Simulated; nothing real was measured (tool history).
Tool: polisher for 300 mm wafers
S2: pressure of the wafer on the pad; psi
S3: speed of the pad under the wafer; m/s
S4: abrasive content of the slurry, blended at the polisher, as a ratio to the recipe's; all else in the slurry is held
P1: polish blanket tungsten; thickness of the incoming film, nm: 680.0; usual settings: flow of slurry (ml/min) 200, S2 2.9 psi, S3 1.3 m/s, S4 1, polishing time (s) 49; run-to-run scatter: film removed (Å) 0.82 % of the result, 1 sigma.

Run 1, hour 4.4: flow of slurry (ml/min) 200, S2 2.9 psi, S3 1.3 m/s, S4 1, polishing time (s) 49. Result: film removed (Å) 2235.6.
Run 2, hour 8.1: flow of slurry (ml/min) 255, S2 2.9 psi, S3 1.3 m/s, S4 1, polishing time (s) 49. Result: film removed (Å) 2302.5.
Run 3, hour 12.4: flow of slurry (ml/min) 200, S2 2.9 psi, S3 1.68 m/s, S4 1, polishing time (s) 28. Result: film removed (Å) 1655.8.
Run 4, hour 21.1: flow of slurry (ml/min) 200, S2 2.9 psi, S3 1.3 m/s, S4 0.7, polishing time (s) 49. Result: film removed (Å) 2059.8.
Run 5, hour 26.9: flow of slurry (ml/min) 200, S2 1.6 psi, S3 1.3 m/s, S4 1, polishing time (s) 49. Result: film removed (Å) 1234.8.
Run 6, hour 33: flow of slurry (ml/min) 200, S2 2.9 psi, S3 0.78 m/s, S4 1, polishing time (s) 49. Result: film removed (Å) 1364.3.
Run 7, hour 39.1: flow of slurry (ml/min) 200, S2 2.9 psi, S3 1.3 m/s, S4 1, polishing time (s) 49. Result: film removed (Å) 2225.7.
Run 8, hour 43.7: flow of slurry (ml/min) 200, S2 2.9 psi, S3 0.72 m/s, S4 1.25, polishing time (s) 49. Result: film removed (Å) 1310.5.
Run 9, hour 51.3: flow of slurry (ml/min) 200, S2 2.9 psi, S3 1.3 m/s, S4 1, polishing time (s) 49. Result: film removed (Å) 2231.3.
At hour 52.6: worn pad replaced by a new one.
Run 10, hour 55.4: flow of slurry (ml/min) 200, S2 2.9 psi, S3 1.3 m/s, S4 1, polishing time (s) 49. Result: film removed (Å) 2252.9.
Run 11, hour 61.8: flow of slurry (ml/min) 200, S2 2.9 psi, S3 1.3 m/s, S4 1.45, polishing time (s) 49. Result: film removed (Å) 2472.9.
Run 12, hour 66.5: flow of slurry (ml/min) 200, S2 2.9 psi, S3 1.3 m/s, S4 1, polishing time (s) 49. Result: film removed (Å) 2227.4.
Run 13, hour 73.4: flow of slurry (ml/min) 200, S2 3.8 psi, S3 1.3 m/s, S4 1, polishing time (s) 49. Result: film removed (Å) 2927.
Run 14, hour 80.3: flow of slurry (ml/min) 120, S2 3.9 psi, S3 1.3 m/s, S4 1, polishing time (s) 49. Result: film removed (Å) 2762.4.
Run 15, hour 84.1: flow of slurry (ml/min) 200, S2 2.9 psi, S3 2 m/s, S4 1, polishing time (s) 49. Result: film removed (Å) 3430.8.
Run 16, hour 90.7: flow of slurry (ml/min) 200, S2 2.9 psi, S3 1.3 m/s, S4 1, polishing time (s) 65. Result: film removed (Å) 2980.3.
At hour 93.9: head pressure recalibrated.
Run 17, hour 94.6: flow of slurry (ml/min) 120, S2 2.9 psi, S3 1.3 m/s, S4 1, polishing time (s) 49. Result: film removed (Å) 2080.8.
Run 18, hour 101.5: flow of slurry (ml/min) 200, S2 2.9 psi, S3 1.3 m/s, S4 1, polishing time (s) 49. Result: film removed (Å) 2210.6.
Run 19, hour 109.5: flow of slurry (ml/min) 200, S2 2.9 psi, S3 1.3 m/s, S4 1, polishing time (s) 49. Result: film removed (Å) 2236.4.
Run 20, hour 114.1: flow of slurry (ml/min) 200, S2 2.9 psi, S3 1.3 m/s, S4 1, polishing time (s) 22. Result: film removed (Å) 1009.8.
Run 21, hour 121.1: flow of slurry (ml/min) 200, S2 2.9 psi, S3 1.3 m/s, S4 1, polishing time (s) 49. Result: film removed (Å) 2262.4.
Run 22, hour 128.7: flow of slurry (ml/min) 200, S2 2.9 psi, S3 1.3 m/s, S4 1, polishing time (s) 49. Result: film removed (Å) 2158.1.
Run 23, hour 137.1: flow of slurry (ml/min) 200, S2 2.9 psi, S3 1.3 m/s, S4 1, polishing time (s) 49. Result: film removed (Å) 2128.8.
At hour 137.3: worn pad replaced by a new one.
At hour 138.2: slurry blender recalibrated.
Run 24, hour 145: flow of slurry (ml/min) 200, S2 2.9 psi, S3 1.3 m/s, S4 1, polishing time (s) 49. Result: film removed (Å) 2055.2.
At hour 148.7: slurry tank refilled with fresh slurry and peroxide.
Run 25, hour 149.1: flow of slurry (ml/min) 200, S2 2.9 psi, S3 1.3 m/s, S4 1, polishing time (s) 49. Result: film removed (Å) 2079.1.
Run 26, hour 156.5: flow of slurry (ml/min) 200, S2 2.9 psi, S3 1.3 m/s, S4 1, polishing time (s) 49. Result: film removed (Å) 2086.5.
Run 27, hour 161.4: flow of slurry (ml/min) 200, S2 2.9 psi, S3 1.3 m/s, S4 1, polishing time (s) 49. Result: film removed (Å) 2092.8.

What P1 gives has crept away from where it was. These 2 causes fit the log equally well, each at the size given:
A: head's pressure below its setpoint, % = 7.46
B: slurry flow missing at the pad, % = 37.2
The creep began at about hour 121.1.
Why every other cause is out:
removal rate lost through wear of the pad, %: serviced at hour 137.3, which brought nothing back
abrasive missing from the slurry, %: serviced at hour 138.2, which brought nothing back
peroxide lost from the slurry, %: serviced at hour 148.7, which brought nothing back

4 check runs are offered, each on 2 wafers whose results are averaged, their results left as question marks. Which one tells the causes apart?
Run check 1, hour 166.3: flow of slurry (ml/min) 125, S2 2.9 psi, S3 1.78 m/s, S4 1, polishing time (s) 49. Result: film removed (Å) ?.
Run check 2, hour 166.3: flow of slurry (ml/min) 200, S2 2.9 psi, S3 1.3 m/s, S4 1, polishing time (s) 28. Result: film removed (Å) ?.
Run check 3, hour 166.3: flow of slurry (ml/min) 200, S2 2.9 psi, S3 1.56 m/s, S4 1, polishing time (s) 49. Result: film removed (Å) ?.
Run check 4, hour 166.3: flow of slurry (ml/min) 200, S2 2.9 psi, S3 1.3 m/s, S4 1.2, polishing time (s) 49. Result: film removed (Å) ?.

What each check would give under each cause:
  check            result    if A    if B
check 1  film removed (Å)  2623.3  2518.4
check 2  film removed (Å)  1184.1  1184.2
check 3  film removed (Å)  2486.6  2486.9
check 4  film removed (Å)  2164.3  2164.5
How far apart the two closest causes lie, in the result that separates them most: check 1 4.08 %; check 2 0.01 %; check 3 0.01 %; check 4 0.01 %
Check 1 tells the causes apart: in the others they would give nearly the same result.

Then check 1 was run and gave: film removed (Å) 2622.6. Which cause is it?

It is A: head's pressure below its setpoint, %.

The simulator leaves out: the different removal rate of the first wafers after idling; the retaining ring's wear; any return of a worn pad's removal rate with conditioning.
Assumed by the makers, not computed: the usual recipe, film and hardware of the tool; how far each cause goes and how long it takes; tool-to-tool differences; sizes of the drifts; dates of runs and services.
